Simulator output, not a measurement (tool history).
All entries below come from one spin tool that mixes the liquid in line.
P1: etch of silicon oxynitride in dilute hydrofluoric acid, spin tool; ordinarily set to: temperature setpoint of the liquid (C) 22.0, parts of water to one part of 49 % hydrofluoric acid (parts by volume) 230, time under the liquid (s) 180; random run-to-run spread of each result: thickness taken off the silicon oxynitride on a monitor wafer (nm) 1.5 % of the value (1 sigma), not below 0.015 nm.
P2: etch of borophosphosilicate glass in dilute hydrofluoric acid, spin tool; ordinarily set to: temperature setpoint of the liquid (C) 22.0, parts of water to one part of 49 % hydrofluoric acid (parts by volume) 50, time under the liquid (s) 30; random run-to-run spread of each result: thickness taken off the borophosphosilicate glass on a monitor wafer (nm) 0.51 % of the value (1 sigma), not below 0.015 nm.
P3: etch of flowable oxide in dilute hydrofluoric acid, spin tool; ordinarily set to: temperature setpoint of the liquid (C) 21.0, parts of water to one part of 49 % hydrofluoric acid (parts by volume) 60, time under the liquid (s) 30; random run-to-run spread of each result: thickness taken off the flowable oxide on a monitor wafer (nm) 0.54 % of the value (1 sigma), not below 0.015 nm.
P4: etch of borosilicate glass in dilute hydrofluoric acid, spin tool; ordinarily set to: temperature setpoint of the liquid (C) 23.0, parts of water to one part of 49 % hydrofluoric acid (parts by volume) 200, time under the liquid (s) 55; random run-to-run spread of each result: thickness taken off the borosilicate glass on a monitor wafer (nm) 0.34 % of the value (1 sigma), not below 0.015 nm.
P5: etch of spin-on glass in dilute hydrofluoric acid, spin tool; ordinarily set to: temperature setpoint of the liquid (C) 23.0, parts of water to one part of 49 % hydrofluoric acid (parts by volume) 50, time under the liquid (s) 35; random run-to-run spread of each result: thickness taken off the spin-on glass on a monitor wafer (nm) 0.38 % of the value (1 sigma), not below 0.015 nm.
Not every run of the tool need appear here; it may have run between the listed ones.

| run | hour | process that ran | temperature setpoint of the liquid (C) | parts of water to one part of 49 % hydrofluoric acid (parts by volume) | time under the liquid (s) | hours since the thermometer was replaced | hours since the hydrofluoric acid flow meter was replaced | thickness taken off the silicon oxynitride on a monitor wafer (nm) | thickness taken off the borosilicate glass on a monitor wafer (nm) | thickness taken off the borophosphosilicate glass on a monitor wafer (nm) | thickness taken off the spin-on glass on a monitor wafer (nm) | thickness taken off the flowable oxide on a monitor wafer (nm) |
|---|---|---|---|---|---|---|---|---|---|---|---|---|
| 1 | 7.5 | P1 | 22.0 | 230 | 180 | 541.4 | 807.2 | 1.31550 |  |  |  |  |
| 2 | 11.6 | P4 | 19.0 | 200 | 55 | 545.5 | 811.3 |  | 5.5693 |  |  |  |
| 3 | 18.1 | P2 | 22.0 | 50 | 30 | 552.0 | 817.8 |  |  | 20.949 |  |  |
| 4 | 22.8 | P1 | 22.0 | 350 | 25 | 556.7 | 822.5 | 0.11910 |  |  |  |  |
| 5 | 29.1 | P1 | 22.0 | 230 | 180 | 563.0 | 828.8 | 1.36460 |  |  |  |  |
| 6 | 36.0 | P4 | 23.0 | 200 | 55 | 569.9 | 835.7 |  | 6.5342 |  |  |  |
| 7 | 41.3 | P5 | 28.5 | 50 | 35 | 575.2 | 841.0 |  |  |  | 56.993 |  |
| 8 | 47.4 | P5 | 23.0 | 50 | 15 | 581.3 | 847.1 |  |  |  | 19.583 |  |
| 9 | 54.0 | P1 | 22.0 | 230 | 180 | 587.9 | 853.7 | 1.31400 |  |  |  |  |
| 10 | 58.8 | P1 | 17.0 | 230 | 320 | 592.7 | 858.5 | 1.88710 |  |  |  |  |
| 11 | 63.5 | P5 | 23.0 | 50 | 35 | 597.4 | 863.2 |  |  |  | 45.831 |  |
| 12 | 67.2 | P4 | 23.0 | 200 | 55 | 601.1 | 866.9 |  | 6.5394 |  |  |  |
| 13 | 73.6 | P3 | 21.0 | 60 | 30 | 607.5 | 873.3 |  |  |  |  | 13.427 |
| 14 | 79.5 | P3 | 21.0 | 60 | 30 | 613.4 | 879.2 |  |  |  |  | 13.372 |
| 15 | 86.4 | P5 | 23.0 | 20 | 35 | 620.3 | 886.1 |  |  |  | 118.970 |  |
| 16 | 93.7 | P2 | 22.0 | 50 | 30 | 627.6 | 893.4 |  |  | 20.725 |  |  |
| 17 | 97.2 | P1 | 22.0 | 230 | 335 | 631.1 | 896.9 | 2.52440 |  |  |  |  |
| 18 | 101.8 | P1 | 22.0 | 230 | 65 | 635.7 | 901.5 | 0.49134 |  |  |  |  |
| 19 | 105.6 | P4 | 23.0 | 200 | 15 | 639.5 | 905.3 |  | 1.7572 |  |  |  |
| 20 | 110.0 | P4 | 23.0 | 350 | 55 | 643.9 | 909.7 |  | 3.2144 |  |  |  |
| 21 | 113.4 | P2 | 22.0 | 20 | 30 | 647.3 | 913.1 |  |  | 54.696 |  |  |
| 22 | 118.1 | P1 | 22.0 | 405 | 180 | 652.0 | 917.8 | 0.68510 |  |  |  |  |
| 23 | 123.5 | P1 | 17.0 | 230 | 180 | 657.4 | 923.2 | 1.05540 |  |  |  |  |
| 24 | 129.3 | P3 | 21.0 | 30 | 30 | 663.2 | 929.0 |  |  |  |  | 27.775 |
| 25 | 136.0 | P1 | 22.0 | 230 | 180 | 669.9 | 935.7 | 1.32090 |  |  |  |  |
| 26 | 140.4 | P1 | 22.0 | 230 | 180 | 674.3 | 940.1 | 1.33210 |  |  |  |  |
| 27 | 144.9 | P1 | 27.0 | 230 | 85 | 678.8 | 944.6 | 0.76590 |  |  |  |  |
| 28 | 150.0 | P2 | 17.0 | 50 | 30 | 683.9 | 949.7 |  |  | 17.040 |  |  |
|  | 150.2 | hydrofluoric acid flow meter replaced |
| 29 | 155.3 | P3 | 17.0 | 60 | 30 | 689.2 | 5.2 |  |  |  |  | 11.264 |
| 30 | 161.2 | P1 | 30.5 | 230 | 180 | 695.1 | 11.1 | 1.97090 |  |  |  |  |
| 31 | 167.9 | P1 | 22.0 | 55 | 180 | 701.8 | 17.8 | 6.34870 |  |  |  |  |
| 32 | 174.2 | P3 | 21.0 | 60 | 55 | 708.1 | 24.1 |  |  |  |  | 24.449 |
| 33 | 180.4 | P2 | 22.0 | 50 | 45 | 714.3 | 30.3 |  |  | 31.337 |  |  |
| 34 | 185.8 | P1 | 22.0 | 230 | 180 | 719.7 | 35.7 | 1.32840 |  |  |  |  |
| 35 | 191.2 | P1 | 22.0 | 230 | 180 | 725.1 | 41.1 | 1.24890 |  |  |  |  |
| 36 | 196.0 | P1 | 22.0 | 230 | 180 | 729.9 | 45.9 | 1.24600 |  |  |  |  |
| 37 | 200.3 | P1 | 22.0 | 230 | 180 | 734.2 | 50.2 | 1.23310 |  |  |  |  |
| 38 | 205.1 | P1 | 22.0 | 230 | 180 | 739.0 | 55.0 | 1.22590 |  |  |  |  |
| 39 | 212.2 | P1 | 22.0 | 230 | 180 | 746.1 | 62.1 | 1.19590 |  |  |  |  |
| 40 | 217.1 | P1 | 22.0 | 230 | 180 | 751.0 | 67.0 | 1.19580 |  |  |  |  |

Compared with where it was, what P1 gives has crept away. Each cause listed below fits the log as well as the rest, at the size given for it:
A: hydrofluoric acid flow below the setpoint (%) = 7.88
B: liquid colder than its thermometer reads (K) = 2.11
The gradual shift began around hour 185.8.

Which of the check runs below tells the causes apart, meaning the causes would give it clearly different results? Each run uses 3 wafers whose results are averaged, and each result is shown as a question mark.
| check 1 | 222.0 | P4 | 20.0 | 350 | 55 |  |  |  | ? |  |  |  |
| check 2 | 222.0 | P2 | 18.0 | 50 | 30 |  |  |  |  | ? |  |  |
| check 3 | 222.0 | P3 | 17.0 | 60 | 30 |  |  |  |  |  |  | ? |
| check 4 | 222.0 | P5 | 23.0 | 30 | 25 |  |  |  |  |  | ? |  |

Outcome of each check run for each possible cause:
| check | result | if A | if B |
|---|---|---|---|
| check 1 | thickness taken off the borosilicate glass on a monitor wafer (nm) | 2.6022 | 2.6851 |
| check 2 | thickness taken off the borophosphosilicate glass on a monitor wafer (nm) | 16.153 | 16.076 |
| check 3 | thickness taken off the flowable oxide on a monitor wafer (nm) | 10.308 | 10.264 |
| check 4 | thickness taken off the spin-on glass on a monitor wafer (nm) | 51.199 | 50.990 |
How far apart the two closest causes lie, in the result that separates them most: check 1 3.14 %; check 2 0.48 %; check 3 0.43 %; check 4 0.41 %
Only check 1 tells the causes apart: in the others they would give nearly the same result.

Here is what check 1 returned: thickness taken off the borosilicate glass on a monitor wafer (nm) 2.5885. Which cause is it?

The cause is A: hydrofluoric acid flow below the setpoint (%).
